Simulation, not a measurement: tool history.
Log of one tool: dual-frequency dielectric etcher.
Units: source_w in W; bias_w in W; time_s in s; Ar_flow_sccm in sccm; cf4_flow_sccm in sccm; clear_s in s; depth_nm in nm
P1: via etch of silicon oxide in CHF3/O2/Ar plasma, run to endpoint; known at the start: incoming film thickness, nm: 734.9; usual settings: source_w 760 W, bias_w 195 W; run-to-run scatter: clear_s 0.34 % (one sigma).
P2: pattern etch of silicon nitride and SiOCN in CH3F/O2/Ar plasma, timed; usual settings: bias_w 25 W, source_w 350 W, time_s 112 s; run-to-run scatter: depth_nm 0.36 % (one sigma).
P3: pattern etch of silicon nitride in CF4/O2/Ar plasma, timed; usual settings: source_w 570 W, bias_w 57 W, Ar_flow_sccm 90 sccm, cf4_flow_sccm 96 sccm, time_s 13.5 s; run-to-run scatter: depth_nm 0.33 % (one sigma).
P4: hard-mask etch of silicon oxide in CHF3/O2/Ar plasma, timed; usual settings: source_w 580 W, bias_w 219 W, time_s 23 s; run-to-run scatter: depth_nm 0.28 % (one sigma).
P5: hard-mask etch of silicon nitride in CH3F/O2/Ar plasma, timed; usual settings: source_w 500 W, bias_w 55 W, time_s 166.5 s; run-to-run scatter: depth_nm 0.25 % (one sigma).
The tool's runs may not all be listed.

run  hour  process  source_w  bias_w  time_s  Ar_flow_sccm  cf4_flow_sccm  hours since the last wet clean  hours since the last source power generator calibration  hours since the last bias power generator calibration  clear_s  depth_nm
  1     4       P1       760     195                                                                479.4                                                   2541.8                                                  294.9   337.92
  2   8.3       P1       760     195                                                                483.7                                                   2546.1                                                  299.2    336.7
  3  12.7       P4       440     219      23                                                        488.1                                                   2550.5                                                  303.6              44.04
  4  15.3       P2       230      25     112                                                        490.7                                                   2553.1                                                  306.2             13.079
  5  19.5       P1       620     195                                                                494.9                                                   2557.3                                                  310.4   366.75
  6  23.5       P1       760     195                                                                498.9                                                   2561.3                                                  314.4   337.98
  7  27.2       P5       630      55   166.5                                                        502.6                                                     2565                                                  318.1              130.2
  8  30.5       P2       350      25     112                                                        505.9                                                   2568.3                                                  321.4             15.027
     33.4  -- bias power generator calibrated
  9  33.6       P3       570      57    13.5            72             96                             509                                                   2571.4                                                    0.3             30.551
 10  37.2       P1       930     126                                                                512.6                                                     2575                                                    3.9   356.76
 11  41.5       P5       500      76   166.5                                                        516.9                                                   2579.3                                                    8.2             132.81
 12  45.9       P2       350      15     112                                                        521.3                                                   2583.7                                                   12.6             12.024
 13  49.1       P5       500      55     230                                                        524.5                                                   2586.9                                                   15.8             165.04
 14    52       P4       580     219      23                                                        527.4                                                   2589.8                                                   18.7             48.857
 15  55.6       P1       760     113                                                                  531                                                   2593.4                                                   22.3   404.81
 16  59.6       P3       450      57    13.5            90             96                             535                                                   2597.4                                                   26.3             24.417
 17  61.7       P1       560     127                                                                537.1                                                   2599.5                                                   28.4   437.46
 18  65.7       P1       510     162                                                                541.1                                                   2603.5                                                   32.4   419.08
 19  69.5       P3       570      57    13.5            90             96                           544.9                                                   2607.3                                                   36.2             29.835
 20  73.2       P4       580     219    12.5                                                        548.6                                                     2611                                                   39.9             26.545
 21  77.2       P3       570      57    10.5            90             96                           552.6                                                     2615                                                   43.9              23.33

Forecast run 22:
 22  81.6       P2       350      25     112                                                          557                                                   2619.4                                                   48.3                  ?

{"run 22": {"depth_nm": 15.011}}
